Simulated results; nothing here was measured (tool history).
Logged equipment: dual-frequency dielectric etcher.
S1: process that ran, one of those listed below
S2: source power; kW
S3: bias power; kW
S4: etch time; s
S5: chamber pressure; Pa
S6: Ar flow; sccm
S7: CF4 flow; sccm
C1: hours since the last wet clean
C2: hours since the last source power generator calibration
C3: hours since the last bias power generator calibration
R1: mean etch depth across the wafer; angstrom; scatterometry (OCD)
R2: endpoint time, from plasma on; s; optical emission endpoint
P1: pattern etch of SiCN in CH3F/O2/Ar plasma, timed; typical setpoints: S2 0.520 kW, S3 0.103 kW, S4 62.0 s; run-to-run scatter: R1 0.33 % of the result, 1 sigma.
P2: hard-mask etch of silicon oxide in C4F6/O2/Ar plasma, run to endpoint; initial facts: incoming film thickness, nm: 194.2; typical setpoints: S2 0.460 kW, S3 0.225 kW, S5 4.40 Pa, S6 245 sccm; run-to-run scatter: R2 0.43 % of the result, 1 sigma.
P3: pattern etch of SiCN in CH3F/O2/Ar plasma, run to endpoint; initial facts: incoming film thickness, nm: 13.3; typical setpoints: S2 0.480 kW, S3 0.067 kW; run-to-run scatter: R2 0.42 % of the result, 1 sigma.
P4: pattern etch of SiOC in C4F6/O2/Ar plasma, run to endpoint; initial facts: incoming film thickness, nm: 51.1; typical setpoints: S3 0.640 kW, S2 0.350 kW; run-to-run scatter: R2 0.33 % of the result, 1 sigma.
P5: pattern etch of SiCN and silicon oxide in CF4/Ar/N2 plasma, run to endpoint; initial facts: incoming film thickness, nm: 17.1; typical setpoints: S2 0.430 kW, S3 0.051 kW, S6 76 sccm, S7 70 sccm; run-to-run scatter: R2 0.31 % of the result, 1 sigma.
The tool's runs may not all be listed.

{"run": 1, "hour": 4.6, "S1": "P1", "S2": 0.52, "S3": 0.103, "S4": 62.0, "C1": 449.4, "C2": 1202.2, "C3": 2211.0, "R1": 291.33}
{"run": 2, "hour": 11.1, "S1": "P1", "S2": 0.33, "S3": 0.103, "S4": 62.0, "C1": 455.9, "C2": 1208.7, "C3": 2217.5, "R1": 246.33}
{"run": 3, "hour": 16.4, "S1": "P1", "S2": 0.52, "S3": 0.103, "S4": 34.0, "C1": 461.2, "C2": 1214.0, "C3": 2222.8, "R1": 159.95}
{"run": 4, "hour": 22.5, "S1": "P1", "S2": 0.52, "S3": 0.103, "S4": 62.0, "C1": 467.3, "C2": 1220.1, "C3": 2228.9, "R1": 292.04}
{"run": 5, "hour": 27.2, "S1": "P2", "S2": 0.35, "S3": 0.225, "S5": 4.4, "S6": 245, "C1": 472.0, "C2": 1224.8, "C3": 2233.6, "R2": 59.285}
{"run": 6, "hour": 33.0, "S1": "P1", "S2": 0.52, "S3": 0.103, "S4": 62.0, "C1": 477.8, "C2": 1230.6, "C3": 2239.4, "R1": 292.13}
{"run": 7, "hour": 37.3, "S1": "P2", "S2": 0.46, "S3": 0.225, "S5": 4.4, "S6": 148, "C1": 482.1, "C2": 1234.9, "C3": 2243.7, "R2": 50.532}
{"run": 8, "hour": 40.7, "S1": "P5", "S2": 0.43, "S3": 0.051, "S6": 94, "S7": 70, "C1": 485.5, "C2": 1238.3, "C3": 2247.1, "R2": 22.357}
{"run": 9, "hour": 45.4, "S1": "P3", "S2": 0.48, "S3": 0.067, "C1": 490.2, "C2": 1243.0, "C3": 2251.8, "R2": 33.587}
{"run": 10, "hour": 49.2, "S1": "P3", "S2": 0.32, "S3": 0.067, "C1": 494.0, "C2": 1246.8, "C3": 2255.6, "R2": 39.064}
{"run": 11, "hour": 53.7, "S1": "P1", "S2": 0.52, "S3": 0.103, "S4": 62.0, "C1": 498.5, "C2": 1251.3, "C3": 2260.1, "R1": 291.1}
{"run": 12, "hour": 59.0, "S1": "P1", "S2": 0.52, "S3": 0.146, "S4": 62.0, "C1": 503.8, "C2": 1256.6, "C3": 2265.4, "R1": 331.42}
{"hour": 64.3, "done": "bias power generator calibrated"}
{"run": 13, "hour": 65.7, "S1": "P4", "S2": 0.27, "S3": 0.64, "C1": 510.5, "C2": 1263.3, "C3": 1.5, "R2": 18.597}
{"run": 14, "hour": 69.9, "S1": "P5", "S2": 0.54, "S3": 0.051, "S6": 76, "S7": 70, "C1": 514.7, "C2": 1267.5, "C3": 5.7, "R2": 17.626}
{"run": 15, "hour": 76.0, "S1": "P1", "S2": 0.38, "S3": 0.103, "S4": 34.0, "C1": 520.8, "C2": 1273.6, "C3": 11.8, "R1": 142.68}
{"run": 16, "hour": 81.4, "S1": "P3", "S2": 0.48, "S3": 0.092, "C1": 526.2, "C2": 1279.0, "C3": 17.2, "R2": 30.001}
{"run": 17, "hour": 85.6, "S1": "P5", "S2": 0.43, "S3": 0.051, "S6": 76, "S7": 70, "C1": 530.4, "C2": 1283.2, "C3": 21.4, "R2": 21.668}
{"run": 18, "hour": 91.3, "S1": "P1", "S2": 0.52, "S3": 0.103, "S4": 86.5, "C1": 536.1, "C2": 1288.9, "C3": 27.1, "R1": 405.55}
{"run": 19, "hour": 97.8, "S1": "P5", "S2": 0.43, "S3": 0.051, "S6": 76, "S7": 95, "C1": 542.6, "C2": 1295.4, "C3": 33.6, "R2": 20.732}
{"run": 20, "hour": 102.2, "S1": "P3", "S2": 0.48, "S3": 0.067, "C1": 547.0, "C2": 1299.8, "C3": 38.0, "R2": 33.365}
{"run": 21, "hour": 106.9, "S1": "P2", "S2": 0.46, "S3": 0.225, "S5": 4.4, "S6": 245, "C1": 551.7, "C2": 1304.5, "C3": 42.7, "R2": 53.4}
{"run": 22, "hour": 110.0, "S1": "P4", "S2": 0.35, "S3": 0.382, "C1": 554.8, "C2": 1307.6, "C3": 45.8, "R2": 20.684}
{"hour": 112.6, "done": "source power generator calibrated"}
{"run": 23, "hour": 114.6, "S1": "P1", "S2": 0.52, "S3": 0.103, "S4": 62.0, "C1": 559.4, "C2": 2.0, "C3": 50.4, "R1": 292.43}
{"run": 24, "hour": 120.2, "S1": "P2", "S2": 0.46, "S3": 0.225, "S5": 6.2, "S6": 245, "C1": 565.0, "C2": 7.6, "C3": 56.0, "R2": 55.641}
{"run": 25, "hour": 123.3, "S1": "P1", "S2": 0.52, "S3": 0.076, "S4": 62.0, "C1": 568.1, "C2": 10.7, "C3": 59.1, "R1": 260.86}
{"run": 26, "hour": 129.7, "S1": "P5", "S2": 0.43, "S3": 0.042, "S6": 76, "S7": 70, "C1": 574.5, "C2": 17.1, "C3": 65.5, "R2": 22.893}
{"run": 27, "hour": 134.9, "S1": "P2", "S2": 0.46, "S3": 0.225, "S5": 4.4, "S6": 245, "C1": 579.7, "C2": 22.3, "C3": 70.7, "R2": 53.175}
{"run": 28, "hour": 139.6, "S1": "P1", "S2": 0.64, "S3": 0.137, "S4": 62.0, "C1": 584.4, "C2": 27.0, "C3": 75.4, "R1": 351.15}
{"run": 29, "hour": 145.6, "S1": "P2", "S2": 0.46, "S3": 0.163, "S5": 4.4, "S6": 245, "C1": 590.4, "C2": 33.0, "C3": 81.4, "R2": 59.43}
{"run": 30, "hour": 150.9, "S1": "P1", "S2": 0.64, "S3": 0.103, "S4": 62.0, "C1": 595.7, "C2": 38.3, "C3": 86.7, "R1": 314.14}
{"run": 31, "hour": 157.1, "S1": "P4", "S2": 0.35, "S3": 0.64, "C1": 601.9, "C2": 44.5, "C3": 92.9, "R2": 16.872}
{"run": 32, "hour": 161.7, "S1": "P5", "S2": 0.43, "S3": 0.051, "S6": 76, "S7": 70, "C1": 606.5, "C2": 49.1, "C3": 97.5, "R2": 21.584}
{"run": 33, "hour": 165.0, "S1": "P1", "S2": 0.52, "S3": 0.103, "S4": 62.0, "C1": 609.8, "C2": 52.4, "C3": 100.8, "R1": 292.2}
{"run": 34, "hour": 171.9, "S1": "P1", "S2": 0.52, "S3": 0.103, "S4": 62.0, "C1": 616.7, "C2": 59.3, "C3": 107.7, "R1": 293.66}
{"run": 35, "hour": 177.9, "S1": "P1", "S2": 0.52, "S3": 0.103, "S4": 62.0, "C1": 622.7, "C2": 65.3, "C3": 113.7, "R1": 293.93}
{"run": 36, "hour": 182.7, "S1": "P1", "S2": 0.52, "S3": 0.103, "S4": 62.0, "C1": 627.5, "C2": 70.1, "C3": 118.5, "R1": 297.06}
{"run": 37, "hour": 186.2, "S1": "P1", "S2": 0.52, "S3": 0.103, "S4": 62.0, "C1": 631.0, "C2": 73.6, "C3": 122.0, "R1": 296.45}
{"hour": 186.4, "done": "wet clean of the chamber"}
{"run": 38, "hour": 190.0, "S1": "P1", "S2": 0.52, "S3": 0.103, "S4": 62.0, "C1": 3.7, "C2": 77.4, "C3": 125.8, "R1": 297.04}
{"run": 39, "hour": 194.5, "S1": "P1", "S2": 0.52, "S3": 0.103, "S4": 62.0, "C1": 8.2, "C2": 81.9, "C3": 130.3, "R1": 295.57}
{"run": 40, "hour": 201.2, "S1": "P1", "S2": 0.52, "S3": 0.103, "S4": 62.0, "C1": 14.9, "C2": 88.6, "C3": 137.0, "R1": 296.48}
{"run": 41, "hour": 204.2, "S1": "P1", "S2": 0.52, "S3": 0.103, "S4": 62.0, "C1": 17.9, "C2": 91.6, "C3": 140.0, "R1": 298.15}
{"run": 42, "hour": 209.2, "S1": "P1", "S2": 0.52, "S3": 0.103, "S4": 62.0, "C1": 22.9, "C2": 96.6, "C3": 145.0, "R1": 295.93}

P1 has crept away from where it was. The log is fitted equally well by each of these 2 causes, at the sizes shown:
A: bias power that arrives over what is set, % = 4.59
B: source power that arrives over what is set, % = 4.64
The onset of the drift is placed at about hour 165.0.
All other causes, with the reason each is excluded:
chamber walls in a state that raises the etch rate, %: serviced at hour 186.4, after the change had begun; the process did not return to its earlier output

Question marks stand in for the results of the 4 check runs listed below, each run on one wafer. Under which run would the listed causes show clearly different results?
{"run": "check 1", "hour": 214.2, "S1": "P2", "S2": 0.46, "S3": 0.225, "S5": 4.4, "S6": 245, "R2": "?"}
{"run": "check 2", "hour": 214.2, "S1": "P5", "S2": 0.43, "S3": 0.051, "S6": 76, "S7": 70, "R2": "?"}
{"run": "check 3", "hour": 214.2, "S1": "P4", "S2": 0.35, "S3": 0.64, "R2": "?"}
{"run": "check 4", "hour": 214.2, "S1": "P3", "S2": 0.48, "S3": 0.067, "R2": "?"}

Check results expected under each cause:
check=check_1 result=R2 if_A=52.700 if_B=52.557
check=check_2 result=R2 if_A=21.347 if_B=20.776
check=check_3 result=R2 if_A=16.669 if_B=16.685
check=check_4 result=R2 if_A=33.067 if_B=33.009
Gap, in per cent, between the two causes that each check separates least, read from the result that separates them most: check 1 0.27 %; check 2 2.71 %; check 3 0.09 %; check 4 0.18 %
Check 2 tells the causes apart: in the others they would give nearly the same result.

Running check 2 produced the following: R2 20.724 s. Which one of the listed causes fits?

The cause is B: source power that arrives over what is set, %.
